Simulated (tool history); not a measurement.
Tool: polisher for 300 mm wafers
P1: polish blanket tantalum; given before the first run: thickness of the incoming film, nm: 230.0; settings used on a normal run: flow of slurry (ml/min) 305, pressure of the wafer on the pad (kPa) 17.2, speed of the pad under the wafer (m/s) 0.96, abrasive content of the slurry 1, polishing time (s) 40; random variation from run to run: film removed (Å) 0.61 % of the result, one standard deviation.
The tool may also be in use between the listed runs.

run   hour  flow of slurry (ml/min)  pressure of the wafer on the pad (kPa)  speed of the pad under the wafer (m/s)  abrasive content of the slurry  polishing time (s)  wafers polished on this pad  hours since the slurry nozzle was cleaned  hours since the head pressure was calibrated  hours since the slurry blender was calibrated  film removed (Å)
  1    7.1                      305                                    17.2                                    0.96                               1                  40                          570                                       80.4                                         266.7                                           44.5            956.15
  2   14.5                      305                                    17.2                                    0.96                               1                  40                          663                                       87.8                                         274.1                                           51.9            946.68
  3   21.8                      305                                    27.6                                    0.96                               1                  40                          755                                       95.1                                         281.4                                           59.2            1523.3
  4   27.6                      305                                    17.2                                    1.36                               1                  40                          828                                      100.9                                         287.2                                             65            1352.9
  5   32.5                      305                                    17.2                                    0.96                               1                  18                          890                                      105.8                                         292.1                                           69.9            432.78
  6   38.6                      415                                    17.2                                    0.96                            0.75                  40                          966                                      111.9                                         298.2                                             76             893.9
  7   44.5                      305                                    17.2                                    0.96                               1                  60                         1041                                      117.8                                         304.1                                           81.9            1430.1
  8   50.2                      305                                    17.2                                    0.48                               1                  40                         1112                                      123.5                                         309.8                                           87.6            477.41
  9   56.8                      305                                    17.2                                    0.96                               1                  40                         1196                                      130.1                                         316.4                                           94.2            954.65
 10   64.8                      305                                    11.7                                    0.96                               1                  40                         1296                                      138.1                                         324.4                                          102.2            648.27
 11   71.8                      305                                    17.2                                    0.96                             1.5                  40                         1384                                      145.1                                         331.4                                          109.2              1059
 12     79                      185                                    17.2                                    0.96                               1                  40                         1475                                      152.3                                         338.6                                          116.4            912.78
 13   83.6                      305                                    17.2                                    0.96                             0.6                  40                         1533                                      156.9                                         343.2                                            121            796.32
      84.4  -- worn pad replaced by a new one
 14   89.1                      395                                    17.2                                    0.96                               1                  40                           59                                      162.4                                         348.7                                          126.5            976.04
 15   97.2                      305                                    17.2                                    0.96                               1                  40                          161                                      170.5                                         356.8                                          134.6            952.52
 16  101.6                      305                                    17.2                                    0.96                               1                  40                          217                                      174.9                                         361.2                                            139            956.56
 17  107.7                      305                                    17.2                                    0.96                               1                  40                          293                                        181                                         367.3                                          145.1            960.03
 18  111.9                      305                                    17.2                                    0.96                               1                  40                          346                                      185.2                                         371.5                                          149.3             923.1
 19  118.9                      305                                    17.2                                    0.96                               1                  40                          434                                      192.2                                         378.5                                          156.3            904.04

What will run 20 give?
 20  126.7                      305                                    17.2                                    0.96                               1                  40                          533                                        200                                         386.3                                          164.1                 ?

film removed (Å): 880.5
